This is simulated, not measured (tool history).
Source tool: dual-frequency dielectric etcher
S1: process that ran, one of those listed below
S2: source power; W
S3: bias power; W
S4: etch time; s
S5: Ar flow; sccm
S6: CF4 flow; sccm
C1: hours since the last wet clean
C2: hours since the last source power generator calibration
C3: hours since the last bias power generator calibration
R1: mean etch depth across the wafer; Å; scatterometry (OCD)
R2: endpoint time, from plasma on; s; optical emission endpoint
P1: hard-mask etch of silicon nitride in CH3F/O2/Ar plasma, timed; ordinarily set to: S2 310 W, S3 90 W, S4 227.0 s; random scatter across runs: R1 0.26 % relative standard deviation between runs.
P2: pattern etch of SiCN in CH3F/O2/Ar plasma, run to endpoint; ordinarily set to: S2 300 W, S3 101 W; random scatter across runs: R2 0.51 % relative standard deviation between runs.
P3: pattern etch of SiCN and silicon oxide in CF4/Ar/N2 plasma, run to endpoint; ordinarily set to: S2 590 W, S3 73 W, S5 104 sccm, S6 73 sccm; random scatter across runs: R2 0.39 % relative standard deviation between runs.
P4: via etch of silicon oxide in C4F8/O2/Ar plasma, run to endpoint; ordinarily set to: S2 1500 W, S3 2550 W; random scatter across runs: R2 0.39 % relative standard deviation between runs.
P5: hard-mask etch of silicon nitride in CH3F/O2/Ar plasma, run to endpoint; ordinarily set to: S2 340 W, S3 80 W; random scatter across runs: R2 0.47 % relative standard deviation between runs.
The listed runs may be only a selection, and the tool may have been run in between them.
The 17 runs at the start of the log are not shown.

run 18 hour=136.9 | S1=P1 S2=310 S3=90 S4=325.0 | C1=511.4 C2=803.1 C3=956.3 | R1=2191.1
run 19 hour=144.8 | S1=P5 S2=340 S3=108 | C1=519.3 C2=811.0 C3=964.2 | R2=62.116
run 20 hour=152.6 | S1=P1 S2=310 S3=90 S4=227.0 | C1=527.1 C2=818.8 C3=972.0 | R1=1531.5
run 21 hour=157.5 | S1=P3 S2=390 S3=73 S5=104 S6=73 | C1=532.0 C2=823.7 C3=976.9 | R2=21.912
run 22 hour=165.2 | S1=P1 S2=190 S3=66 S4=227.0 | C1=539.7 C2=831.4 C3=984.6 | R1=1146.1
run 23 hour=172.2 | S1=P4 S2=1500 S3=2550 | C1=546.7 C2=838.4 C3=991.6 | R2=290.190
run 24 hour=180.5 | S1=P2 S2=420 S3=101 | C1=555.0 C2=846.7 C3=999.9 | R2=22.477
run 25 hour=186.4 | S1=P1 S2=370 S3=90 S4=227.0 | C1=560.9 C2=852.6 C3=1005.8 | R1=1644.0
run 26 hour=196.2 | S1=P3 S2=590 S3=73 S5=104 S6=55 | C1=570.7 C2=862.4 C3=1015.6 | R2=15.914
run 27 hour=201.9 | S1=P1 S2=310 S3=90 S4=227.0 | C1=576.4 C2=868.1 C3=1021.3 | R1=1529.7
run 28 hour=207.3 | S1=P1 S2=310 S3=122 S4=227.0 | C1=581.8 C2=873.5 C3=1026.7 | R1=1719.8
run 29 hour=216.1 | S1=P5 S2=340 S3=80 | C1=590.6 C2=882.3 C3=1035.5 | R2=69.291
run 30 hour=226.1 | S1=P1 S2=310 S3=90 S4=227.0 | C1=600.6 C2=892.3 C3=1045.5 | R1=1534.4
run 31 hour=235.3 | S1=P1 S2=370 S3=90 S4=308.5 | C1=609.8 C2=901.5 C3=1054.7 | R1=2228.5
run 32 hour=239.9 | S1=P1 S2=310 S3=90 S4=227.0 | C1=614.4 C2=906.1 C3=1059.3 | R1=1538.7
run 33 hour=248.7 | S1=P1 S2=310 S3=90 S4=227.0 | C1=623.2 C2=914.9 C3=1068.1 | R1=1523.5
run 34 hour=255.0 | S1=P1 S2=310 S3=90 S4=227.0 | C1=629.5 C2=921.2 C3=1074.4 | R1=1524.0
run 35 hour=261.1 | S1=P1 S2=310 S3=90 S4=227.0 | C1=635.6 C2=927.3 C3=1080.5 | R1=1513.3
-- hour=265.3 wet clean of the chamber
run 36 hour=268.5 | S1=P1 S2=310 S3=90 S4=227.0 | C1=3.3 C2=934.7 C3=1087.9 | R1=1508.8

Run 37, settings as shown, results not yet in. Your forecast:
run 37 hour=273.4 | S1=P1 S2=310 S3=90 S4=227.0 | C1=8.2 C2=939.6 C3=1092.8 | R1=?

Run 37 yielded R1 1520.5 Å.

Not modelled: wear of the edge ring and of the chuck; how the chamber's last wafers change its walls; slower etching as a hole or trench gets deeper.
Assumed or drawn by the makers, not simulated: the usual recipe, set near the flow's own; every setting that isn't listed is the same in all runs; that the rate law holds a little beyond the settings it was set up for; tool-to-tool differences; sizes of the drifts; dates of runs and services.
